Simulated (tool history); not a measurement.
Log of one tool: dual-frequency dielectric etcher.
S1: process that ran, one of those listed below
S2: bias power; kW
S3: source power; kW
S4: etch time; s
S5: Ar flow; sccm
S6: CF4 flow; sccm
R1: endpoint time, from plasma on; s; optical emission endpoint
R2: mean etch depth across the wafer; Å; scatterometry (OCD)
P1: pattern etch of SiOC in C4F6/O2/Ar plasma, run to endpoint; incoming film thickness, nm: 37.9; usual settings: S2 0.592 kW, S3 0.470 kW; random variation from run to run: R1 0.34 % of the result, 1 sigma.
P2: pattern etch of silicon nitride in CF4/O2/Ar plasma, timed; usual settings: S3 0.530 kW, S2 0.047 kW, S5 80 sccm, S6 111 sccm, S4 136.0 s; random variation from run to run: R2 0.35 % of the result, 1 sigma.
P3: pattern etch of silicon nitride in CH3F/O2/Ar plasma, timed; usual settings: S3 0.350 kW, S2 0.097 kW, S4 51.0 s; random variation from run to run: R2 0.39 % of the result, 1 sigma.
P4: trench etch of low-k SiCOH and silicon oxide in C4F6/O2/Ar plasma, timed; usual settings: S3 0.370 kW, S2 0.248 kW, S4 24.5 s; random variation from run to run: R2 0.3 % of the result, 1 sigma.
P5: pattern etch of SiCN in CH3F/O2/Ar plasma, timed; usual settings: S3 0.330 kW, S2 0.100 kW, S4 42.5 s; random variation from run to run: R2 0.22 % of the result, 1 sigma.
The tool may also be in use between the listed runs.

run,hour,S1,S2,S3,S4,S5,S6,R1,R2
1,6.1,P1,0.592,0.470,,,,11.4170,
2,12.4,P4,0.248,0.250,24.5,,,,708.44
3,21.7,P5,0.100,0.200,42.5,,,,139.59
4,31.7,P2,0.047,0.530,200.5,80,111,,4106.30
5,41.9,P3,0.097,0.350,51.0,,,,378.66
# hour 51.6: bias power generator calibrated
6,52.9,P5,0.100,0.330,42.5,,,,167.42
7,60.7,P1,0.592,0.380,,,,12.2090,
8,71.2,P4,0.248,0.370,30.5,,,,1027.10
9,83.7,P4,0.248,0.370,24.5,,,,825.50
10,95.0,P4,0.169,0.370,24.5,,,,725.83
11,103.1,P2,0.047,0.530,136.0,80,72,,2649.90
12,114.1,P1,0.592,0.470,,,,11.3860,
13,123.6,P1,0.592,0.470,,,,11.3760,
14,130.8,P5,0.100,0.330,61.0,,,,239.80
15,136.7,P3,0.097,0.250,51.0,,,,336.15
16,146.3,P2,0.047,0.530,136.0,52,111,,2926.70
17,158.8,P3,0.072,0.350,51.0,,,,341.13
18,166.9,P5,0.139,0.330,42.5,,,,190.82
19,178.6,P2,0.047,0.530,136.0,80,111,,2802.40
20,189.5,P2,0.047,0.360,136.0,80,111,,1986.10
21,201.2,P2,0.027,0.530,136.0,80,111,,2330.60
22,212.0,P5,0.100,0.330,42.5,,,,167.85
23,219.2,P4,0.248,0.370,24.5,,,,830.20
# hour 219.6: source power generator calibrated
24,229.4,P1,0.592,0.590,,,,10.3750,
25,237.2,P1,0.457,0.470,,,,12.4180,
26,244.0,P1,0.592,0.470,,,,11.2690,
27,255.2,P3,0.097,0.350,30.5,,,,226.53
28,265.1,P1,0.592,0.470,,,,11.2260,
29,272.8,P1,0.736,0.470,,,,10.4890,
30,282.1,P1,0.713,0.580,,,,9.7518,
31,292.1,P1,0.592,0.470,,,,11.3580,
32,302.1,P1,0.592,0.470,,,,11.4180,
33,308.8,P1,0.592,0.470,,,,11.4870,
34,321.0,P1,0.592,0.470,,,,11.5060,
# hour 325.3: wet clean of the chamber
35,332.1,P1,0.592,0.470,,,,11.5130,
36,342.8,P1,0.592,0.470,,,,11.4810,
37,349.6,P1,0.592,0.470,,,,11.4440,
38,356.9,P1,0.592,0.470,,,,11.5290,
39,367.8,P1,0.592,0.470,,,,11.5080,

What P1 gives has crept away from where it was. These 2 causes fit the log equally well, each at the size given:
A: source power that arrives under what is set, % = 4.47
B: bias power that arrives under what is set, % = 4.34
The creep began at about hour 292.1.
Why every other cause is out:
chamber walls in a state that lowers the etch rate, %: serviced at hour 325.3, which brought nothing back

4 check runs are offered, one wafer each, their results left as question marks. Which one tells the causes apart?
check 1,378.7,P5,0.100,0.330,42.5,,,,?
check 2,378.7,P2,0.047,0.530,136.0,80,111,,?
check 3,378.7,P3,0.097,0.350,51.0,,,,?
check 4,378.7,P4,0.248,0.370,24.5,,,,?

What each check would give under each cause:
check,result,if A,if B
check 1,R2,164.81,164.80
check 2,R2,2680.70,2747.20
check 3,R2,373.60,373.88
check 4,R2,809.10,811.11
How far apart the two closest causes lie, in the result that separates them most: check 1 0.01 %; check 2 2.45 %; check 3 0.07 %; check 4 0.25 %
Check 2 tells the causes apart: in the others they would give nearly the same result.

Check 2 was then run and gave: R2 2750.70 Å. Which cause is it?

It is B: bias power that arrives under what is set, %.
